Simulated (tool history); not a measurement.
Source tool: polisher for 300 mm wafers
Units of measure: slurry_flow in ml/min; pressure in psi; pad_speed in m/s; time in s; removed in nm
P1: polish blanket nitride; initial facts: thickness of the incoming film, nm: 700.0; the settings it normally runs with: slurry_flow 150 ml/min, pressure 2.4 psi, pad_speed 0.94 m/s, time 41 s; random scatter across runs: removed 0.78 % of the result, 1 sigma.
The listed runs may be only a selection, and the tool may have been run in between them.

run,hour,slurry_flow,pressure,pad_speed,time,removed
1,7.7,150,2.4,0.94,41,51.810
2,16.7,150,2.4,0.54,22,18.037
3,27.3,90,2.4,0.94,41,46.807
4,39.7,150,2.4,0.94,41,52.377
# hour 43.3: worn pad replaced by a new one
5,47.3,150,3.4,0.94,41,73.908
6,57.0,150,2.4,0.94,41,52.074
7,66.3,190,1.1,0.94,41,24.638
8,72.6,150,2.4,0.94,41,51.401
# hour 73.7: head pressure recalibrated
9,84.2,230,2.4,0.94,41,54.943
10,92.2,150,2.4,0.94,63,80.457
11,98.4,150,2.4,0.94,19,24.207
12,105.9,150,2.4,0.94,41,52.015

For run 13, what comes out?
13,114.7,150,2.4,1.40,41,?

{"run 13": {"removed": 71.737}}
